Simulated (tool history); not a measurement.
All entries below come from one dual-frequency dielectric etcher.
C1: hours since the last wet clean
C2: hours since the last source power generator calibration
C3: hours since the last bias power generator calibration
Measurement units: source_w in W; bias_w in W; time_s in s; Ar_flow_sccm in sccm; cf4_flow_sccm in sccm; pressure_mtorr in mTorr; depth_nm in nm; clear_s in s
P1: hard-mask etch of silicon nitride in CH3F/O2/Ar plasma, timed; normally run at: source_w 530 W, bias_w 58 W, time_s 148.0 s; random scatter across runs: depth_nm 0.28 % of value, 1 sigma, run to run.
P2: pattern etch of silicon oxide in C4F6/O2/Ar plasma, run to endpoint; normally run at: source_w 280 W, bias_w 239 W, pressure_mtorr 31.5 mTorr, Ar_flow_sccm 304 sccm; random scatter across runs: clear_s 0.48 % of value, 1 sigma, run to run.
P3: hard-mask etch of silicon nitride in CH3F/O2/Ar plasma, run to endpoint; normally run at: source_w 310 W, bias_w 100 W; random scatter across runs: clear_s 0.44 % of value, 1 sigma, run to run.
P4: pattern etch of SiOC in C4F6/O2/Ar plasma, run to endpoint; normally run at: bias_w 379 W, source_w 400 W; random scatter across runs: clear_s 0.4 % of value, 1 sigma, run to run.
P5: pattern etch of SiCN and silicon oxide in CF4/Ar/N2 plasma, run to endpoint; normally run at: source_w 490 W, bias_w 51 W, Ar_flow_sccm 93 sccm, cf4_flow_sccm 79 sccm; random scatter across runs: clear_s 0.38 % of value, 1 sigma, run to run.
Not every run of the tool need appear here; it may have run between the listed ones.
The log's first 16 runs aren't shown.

Run 17, hour 62.7: process P1, source_w 530 W, bias_w 75 W, time_s 148.0 s; C1 272.9; C2 416.4; C3 635.7. Result: depth_nm 117.080 nm.
Run 18, hour 66.1: process P2, source_w 280 W, bias_w 146 W, Ar_flow_sccm 304 sccm, pressure_mtorr 31.5 mTorr; C1 276.3; C2 419.8; C3 639.1. Result: clear_s 20.399 s.
Run 19, hour 68.7: process P1, source_w 530 W, bias_w 58 W, time_s 82.0 s; C1 278.9; C2 422.4; C3 641.7. Result: depth_nm 59.367 nm.
Run 20, hour 72.0: process P1, source_w 410 W, bias_w 58 W, time_s 148.0 s; C1 282.2; C2 425.7; C3 645.0. Result: depth_nm 96.644 nm.
Run 21, hour 74.8: process P1, source_w 530 W, bias_w 69 W, time_s 195.0 s; C1 285.0; C2 428.5; C3 647.8. Result: depth_nm 148.760 nm.
Run 22, hour 77.8: process P1, source_w 530 W, bias_w 58 W, time_s 183.5 s; C1 288.0; C2 431.5; C3 650.8. Result: depth_nm 132.360 nm.
Run 23, hour 82.0: process P1, source_w 530 W, bias_w 58 W, time_s 148.0 s; C1 292.2; C2 435.7; C3 655.0. Result: depth_nm 107.100 nm.
Run 24, hour 85.7: process P2, source_w 280 W, bias_w 239 W, Ar_flow_sccm 304 sccm, pressure_mtorr 37.5 mTorr; C1 295.9; C2 439.4; C3 658.7. Result: clear_s 17.846 s.
Run 25, hour 88.3: process P5, source_w 490 W, bias_w 51 W, Ar_flow_sccm 93 sccm, cf4_flow_sccm 79 sccm; C1 298.5; C2 442.0; C3 661.3. Result: clear_s 14.671 s.
At hour 89.5: wet clean of the chamber.
Run 26, hour 92.5: process P1, source_w 530 W, bias_w 38 W, time_s 148.0 s; C1 3.1; C2 446.2; C3 665.5. Result: depth_nm 94.692 nm.

Run 27 is up next; what results do you expect?
Run 27, hour 97.0: process P1, source_w 530 W, bias_w 58 W, time_s 148.0 s; C1 7.6; C2 450.7; C3 670.0. Result: depth_nm ?.

Run 27 gave depth_nm 107.350 nm.
